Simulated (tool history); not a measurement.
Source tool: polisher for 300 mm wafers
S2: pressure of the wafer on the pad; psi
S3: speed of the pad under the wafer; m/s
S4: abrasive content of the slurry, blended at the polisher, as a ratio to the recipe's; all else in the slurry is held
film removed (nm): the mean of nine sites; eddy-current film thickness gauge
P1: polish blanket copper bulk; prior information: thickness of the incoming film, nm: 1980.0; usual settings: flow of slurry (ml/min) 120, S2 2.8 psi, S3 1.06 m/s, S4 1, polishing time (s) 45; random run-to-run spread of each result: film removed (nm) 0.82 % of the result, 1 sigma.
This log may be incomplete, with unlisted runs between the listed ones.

run 1 hour=10.5 | flow_of_slurry_(ml/min)=120 S2=2.8 S3=1.06 S4=1 polishing_time_(s)=45 | film_removed_(nm)=458.98
run 2 hour=26.2 | flow_of_slurry_(ml/min)=120 S2=2.8 S3=1.06 S4=1 polishing_time_(s)=45 | film_removed_(nm)=451.5
run 3 hour=36.6 | flow_of_slurry_(ml/min)=120 S2=2.1 S3=1.06 S4=1.25 polishing_time_(s)=45 | film_removed_(nm)=363.98
run 4 hour=52.4 | flow_of_slurry_(ml/min)=120 S2=2.8 S3=1.06 S4=1 polishing_time_(s)=45 | film_removed_(nm)=465.82
run 5 hour=62.5 | flow_of_slurry_(ml/min)=120 S2=2.8 S3=1.06 S4=1 polishing_time_(s)=29 | film_removed_(nm)=297.63
run 6 hour=77.2 | flow_of_slurry_(ml/min)=120 S2=2.8 S3=1.06 S4=0.7 polishing_time_(s)=45 | film_removed_(nm)=424.88
run 7 hour=86 | flow_of_slurry_(ml/min)=120 S2=2.8 S3=1.48 S4=1 polishing_time_(s)=45 | film_removed_(nm)=631.67
run 8 hour=100.9 | flow_of_slurry_(ml/min)=120 S2=2.8 S3=1.06 S4=1 polishing_time_(s)=45 | film_removed_(nm)=463.07
run 9 hour=110.4 | flow_of_slurry_(ml/min)=120 S2=4 S3=1.06 S4=1 polishing_time_(s)=45 | film_removed_(nm)=651.22
run 10 hour=124.3 | flow_of_slurry_(ml/min)=70 S2=2.8 S3=1.06 S4=1 polishing_time_(s)=45 | film_removed_(nm)=396.07
run 11 hour=132.7 | flow_of_slurry_(ml/min)=120 S2=2.8 S3=1.06 S4=1 polishing_time_(s)=59 | film_removed_(nm)=596.52
-- hour=136.7 worn pad replaced by a new one
run 12 hour=143.7 | flow_of_slurry_(ml/min)=175 S2=2.8 S3=1.06 S4=1 polishing_time_(s)=45 | film_removed_(nm)=493.1
run 13 hour=159.6 | flow_of_slurry_(ml/min)=120 S2=2.8 S3=1.34 S4=1 polishing_time_(s)=61 | film_removed_(nm)=774.45
run 14 hour=174.3 | flow_of_slurry_(ml/min)=120 S2=2.8 S3=0.72 S4=1 polishing_time_(s)=45 | film_removed_(nm)=311.98
run 15 hour=182 | flow_of_slurry_(ml/min)=120 S2=2.8 S3=1.06 S4=1 polishing_time_(s)=45 | film_removed_(nm)=453.31
run 16 hour=191.1 | flow_of_slurry_(ml/min)=120 S2=1.8 S3=1.06 S4=1 polishing_time_(s)=45 | film_removed_(nm)=289.33
run 17 hour=199.9 | flow_of_slurry_(ml/min)=120 S2=2.8 S3=1.06 S4=1 polishing_time_(s)=45 | film_removed_(nm)=454.62
run 18 hour=210 | flow_of_slurry_(ml/min)=120 S2=4.3 S3=1.06 S4=1.35 polishing_time_(s)=45 | film_removed_(nm)=755
run 19 hour=224.8 | flow_of_slurry_(ml/min)=120 S2=2.8 S3=1.06 S4=1.5 polishing_time_(s)=45 | film_removed_(nm)=502.93
run 20 hour=238.8 | flow_of_slurry_(ml/min)=120 S2=2.8 S3=1.06 S4=1 polishing_time_(s)=45 | film_removed_(nm)=461.32
run 21 hour=255.4 | flow_of_slurry_(ml/min)=120 S2=2.8 S3=1.06 S4=1 polishing_time_(s)=45 | film_removed_(nm)=444.19
run 22 hour=271.6 | flow_of_slurry_(ml/min)=120 S2=2.8 S3=1.06 S4=1 polishing_time_(s)=45 | film_removed_(nm)=430.59
-- hour=281.7 worn pad replaced by a new one
run 23 hour=282.7 | flow_of_slurry_(ml/min)=120 S2=2.8 S3=1.06 S4=1 polishing_time_(s)=45 | film_removed_(nm)=424.67
-- hour=285.8 head pressure recalibrated
run 24 hour=298.8 | flow_of_slurry_(ml/min)=120 S2=2.8 S3=1.06 S4=1 polishing_time_(s)=45 | film_removed_(nm)=426.5
run 25 hour=307.3 | flow_of_slurry_(ml/min)=120 S2=2.8 S3=1.06 S4=1 polishing_time_(s)=45 | film_removed_(nm)=423.64

The next listed run, before its measurement:
run 26 hour=316.8 | flow_of_slurry_(ml/min)=120 S2=2.8 S3=1.06 S4=1 polishing_time_(s)=45 | film_removed_(nm)=?

Run 26 produced film removed (nm) 424.97.

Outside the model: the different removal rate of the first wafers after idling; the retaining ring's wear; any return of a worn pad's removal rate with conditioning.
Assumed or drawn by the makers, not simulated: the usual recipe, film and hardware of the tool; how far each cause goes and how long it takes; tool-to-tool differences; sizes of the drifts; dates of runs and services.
